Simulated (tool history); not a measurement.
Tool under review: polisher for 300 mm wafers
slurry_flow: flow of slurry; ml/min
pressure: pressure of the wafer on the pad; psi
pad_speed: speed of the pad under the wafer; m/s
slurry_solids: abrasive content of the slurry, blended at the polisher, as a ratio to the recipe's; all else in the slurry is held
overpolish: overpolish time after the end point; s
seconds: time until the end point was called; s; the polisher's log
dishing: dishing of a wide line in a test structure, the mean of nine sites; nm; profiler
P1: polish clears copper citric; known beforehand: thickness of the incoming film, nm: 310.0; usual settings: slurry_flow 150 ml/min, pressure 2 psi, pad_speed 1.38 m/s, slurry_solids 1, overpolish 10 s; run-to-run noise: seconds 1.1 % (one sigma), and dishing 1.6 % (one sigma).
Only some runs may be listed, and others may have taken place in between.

run     day  slurry_flow  pressure  pad_speed  slurry_solids  overpolish  wafers polished on this pad  hours since the slurry nozzle was cleaned  hours since the head pressure was calibrated  hours since the slurry blender was calibrated  seconds  dishing
  1   0.546          150         2       1.38              1          10                          723                                      240.2                                         510.6                                          144.9   174.53    12.91
  2   1.121          150         2       1.88           1.35          10                          789                                        254                                         524.4                                          158.7   119.59   17.169
  3   1.471          150         2       0.86              1          10                          830                                      262.4                                         532.8                                          167.1   264.43   8.8967
  4   2.092          150         2       2.02              1          10                          902                                      277.3                                         547.7                                            182   115.72   17.477
  5   2.683          150       2.8       1.38              1          10                          970                                      291.5                                         561.9                                          196.2   124.33   16.461
  6   3.167          150         2       1.38              1          10                         1026                                      303.1                                         573.5                                          207.8   170.78   12.673
  7   3.575          150         2       1.38              1          10                         1073                                      312.9                                         583.3                                          217.6   170.12   13.069
  8       4           90         2       1.38              1          10                         1122                                      323.1                                         593.5                                          227.8   193.71   11.538
  9   4.658          150         2       1.38              1          10                         1198                                      338.9                                         609.3                                          243.6   173.16   12.817
 10   5.029          150       0.9       1.38              1          10                         1241                                      347.8                                         618.2                                          252.5   378.08   6.5318
 11     5.7          200         2       1.38              1          10                         1319                                      363.9                                         634.3                                          268.6   165.19   13.792
 12   6.242          150         2       1.38            0.8           3                         1381                                      376.9                                         647.3                                          281.6   178.05   4.2567
 13   6.896          150         2       1.38              1          10                         1457                                      392.6                                           663                                          297.3   170.72   12.893
 14   7.512          150         2       1.38              1           3                         1528                                      407.4                                         677.8                                          312.1   171.39   4.4767
 15   8.108          150         2       1.38            0.5          10                         1597                                      421.7                                         692.1                                          326.4   197.35   11.625
 16   8.612          150         2       1.38              1          10                         1656                                      433.8                                         704.2                                          338.5   175.74   13.038
 17   9.175          150         2       1.38              1          17                         1721                                      447.3                                         717.7                                            352   173.27   19.076
 18   9.817          150         2       1.38            1.5          10                         1795                                      462.7                                         733.1                                          367.4   153.01   13.882
 19  10.183          150         2       1.38              1          10                         1837                                      471.5                                         741.9                                          376.2   170.57   12.825
 20  10.633          150         2       1.38              1          10                         1889                                      482.3                                         752.7                                            387   175.16   12.292
 21  11.079          150         2       1.38              1          10                         1941                                        493                                         763.4                                          397.7   186.38   12.206
 22  11.617          150         2       1.38              1          10                         2003                                      505.9                                         776.3                                          410.6   186.78   11.525
     11.779  -- head pressure recalibrated
     11.992  -- slurry blender recalibrated
 23  12.238          150         2       1.38              1          10                         2075                                      520.8                                          11.1                                              6   190.61   11.968
 24  12.708          150         2       1.38              1          10                         2129                                      532.1                                          22.4                                           17.3   191.33   11.755

For run 25, what comes out?
 25  13.008          150         2       1.38              1          10                         2164                                      539.3                                          29.6                                           24.5        ?        ?

Run 25 yielded seconds 186.5 s, dishing 11.79 nm.
